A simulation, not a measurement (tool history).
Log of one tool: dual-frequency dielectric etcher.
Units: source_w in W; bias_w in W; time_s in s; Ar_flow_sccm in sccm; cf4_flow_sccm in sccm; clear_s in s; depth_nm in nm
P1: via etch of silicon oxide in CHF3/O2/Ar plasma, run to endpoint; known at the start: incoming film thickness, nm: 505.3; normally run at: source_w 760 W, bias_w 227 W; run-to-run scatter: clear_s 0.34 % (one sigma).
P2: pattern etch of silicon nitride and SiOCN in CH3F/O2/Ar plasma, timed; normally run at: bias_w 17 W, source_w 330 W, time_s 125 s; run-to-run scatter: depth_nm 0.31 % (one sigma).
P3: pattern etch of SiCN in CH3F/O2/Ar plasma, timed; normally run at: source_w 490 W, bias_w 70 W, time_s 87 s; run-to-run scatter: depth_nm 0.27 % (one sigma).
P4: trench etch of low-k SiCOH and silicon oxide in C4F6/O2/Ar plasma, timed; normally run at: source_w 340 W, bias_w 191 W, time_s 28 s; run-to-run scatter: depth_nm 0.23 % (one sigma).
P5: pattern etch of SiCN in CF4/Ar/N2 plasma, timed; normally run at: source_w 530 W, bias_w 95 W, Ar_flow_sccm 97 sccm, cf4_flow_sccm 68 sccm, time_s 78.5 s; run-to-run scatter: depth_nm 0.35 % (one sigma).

run   hour  process  source_w  bias_w  time_s  Ar_flow_sccm  cf4_flow_sccm  hours since the last wet clean  hours since the last source power generator calibration  hours since the last bias power generator calibration  clear_s  depth_nm
  1    4.5       P1       760     227                                                                 69.2                                                   1473.6                                                 1605.5   219.42
  2    7.3       P2       330      17     125                                                           72                                                   1476.4                                                 1608.3             13.743
  3     11       P5       530     114    78.5            97             68                            75.7                                                   1480.1                                                   1612             91.652
  4   14.7       P1       760     227                                                                 79.4                                                   1483.8                                                 1615.7   219.04
  5   18.4       P1       530     227                                                                 83.1                                                   1487.5                                                 1619.4   250.15
  6   21.5       P1       960     227                                                                 86.2                                                   1490.6                                                 1622.5   200.35
  7   26.7       P2       330      21     125                                                         91.4                                                   1495.8                                                 1627.7             15.168
  8   30.1       P1       760     270                                                                 94.8                                                   1499.2                                                 1631.1   205.23
  9   34.8       P1       760     183                                                                 99.5                                                   1503.9                                                 1635.8   235.17
 10   39.8       P3       490      70      48                                                        104.5                                                   1508.9                                                 1640.8             18.894
 11   43.4       P5       380      95    78.5            97             68                           108.1                                                   1512.5                                                 1644.4             63.946
 12     48       P1       760     227                                                                112.7                                                   1517.1                                                   1649   218.51
 13   53.6       P5       530      95    78.5            97             68                           118.3                                                   1522.7                                                 1654.6             85.868
 14   56.6       P5       530      95    78.5            97             83                           121.3                                                   1525.7                                                 1657.6             87.952
 15   60.1       P2       330      17     125                                                        124.8                                                   1529.2                                                 1661.1             13.813
 16   64.8       P5       530      95    78.5            97             68                           129.5                                                   1533.9                                                 1665.8             85.601
 17   67.7       P1       760     227                                                                132.4                                                   1536.8                                                 1668.7   218.82
 18   72.5       P4       340     191      28                                                        137.2                                                   1541.6                                                 1673.5             81.641
 19   75.8       P2       260      17     125                                                        140.5                                                   1544.9                                                 1676.8             12.695
 20   81.7       P5       530      95      43            97             68                           146.4                                                   1550.8                                                 1682.7             46.795
 21   84.9       P4       270     191      28                                                        149.6                                                     1554                                                 1685.9             74.477
 22   89.3       P3       490      70      87                                                          154                                                   1558.4                                                 1690.3             34.316
 23   95.4       P5       530      95    78.5            68             68                           160.1                                                   1564.5                                                 1696.4             90.019
 24  101.4       P1       580     160                                                                166.1                                                   1570.5                                                 1702.4   273.69
 25  105.2       P3       490      51      87                                                        169.9                                                   1574.3                                                 1706.2              30.93
 26  108.1       P1       610     166                                                                172.8                                                   1577.2                                                 1709.1   265.25
 27  111.1       P4       340     191      35                                                        175.8                                                   1580.2                                                 1712.1             102.44
 28  115.2       P3       390      70      87                                                        179.9                                                   1584.3                                                 1716.2             31.375
 29  118.1       P4       340     138      28                                                        182.8                                                   1587.2                                                 1719.1             73.826
 30  122.1       P2       330      17      80                                                        186.8                                                   1591.2                                                 1723.1             8.8159
 31  126.6       P4       340     191      28                                                        191.3                                                   1595.7                                                 1727.6             81.306
 32  132.5       P1       760     227                                                                197.2                                                   1601.6                                                 1733.5   218.79
 33  136.6       P1       760     227                                                                201.3                                                   1605.7                                                 1737.6   218.05
 34  140.3       P1       760     227                                                                  205                                                   1609.4                                                 1741.3   218.25
 35  145.1       P1       760     227                                                                209.8                                                   1614.2                                                 1746.1   220.86
 36  149.3       P1       760     227                                                                  214                                                   1618.4                                                 1750.3   221.31
 37  154.7       P1       760     227                                                                219.4                                                   1623.8                                                 1755.7   222.18
     155.6  -- wet clean of the chamber
 38  159.6       P1       760     227                                                                  4.1                                                   1628.7                                                 1760.6   222.45
 39  163.5       P1       760     227                                                                    8                                                   1632.6                                                 1764.5   221.66
 40  169.4       P1       760     227                                                                 13.9                                                   1638.5                                                 1770.4   222.84
 41  175.4       P1       760     227                                                                 19.9                                                   1644.5                                                 1776.4   223.51
 42  180.7       P1       760     227                                                                 25.2                                                   1649.8                                                 1781.7   222.89

What P1 gives has crept away from where it was. These 2 causes fit the log equally well, each at the size given:
A: source power that arrives under what is set, % = 4.33
B: bias power that arrives under what is set, % = 4.75
The creep began at about hour 136.6.
Why every other cause is out:
chamber walls in a state that lowers the etch rate, %: serviced at hour 155.6, which brought nothing back

4 check runs are offered, each on 2 wafers whose results are averaged, their results left as question marks. Which one tells the causes apart?
check 1   186       P3       490      70      87                                                                                                                                                                                               ?
check 2   186       P4       340     191      28                                                                                                                                                                                               ?
check 3   186       P2       330      17     125                                                                                                                                                                                               ?
check 4   186       P5       530      95    78.5            97             68                                                                                                                                                                  ?

What each check would give under each cause:
  check    result    if A    if B
check 1  depth_nm  33.697  33.698
check 2  depth_nm  80.229  80.345
check 3  depth_nm   13.57  13.502
check 4  depth_nm  82.458  84.219
How far apart the two closest causes lie, in the result that separates them most: check 1 0 %; check 2 0.14 %; check 3 0.5 %; check 4 2.11 %
Only check 4 tells the causes apart: in the others they would give nearly the same result.

Check 4 was then run and gave: depth_nm 82.858 nm. Which cause is it?

It is A: source power that arrives under what is set, %.

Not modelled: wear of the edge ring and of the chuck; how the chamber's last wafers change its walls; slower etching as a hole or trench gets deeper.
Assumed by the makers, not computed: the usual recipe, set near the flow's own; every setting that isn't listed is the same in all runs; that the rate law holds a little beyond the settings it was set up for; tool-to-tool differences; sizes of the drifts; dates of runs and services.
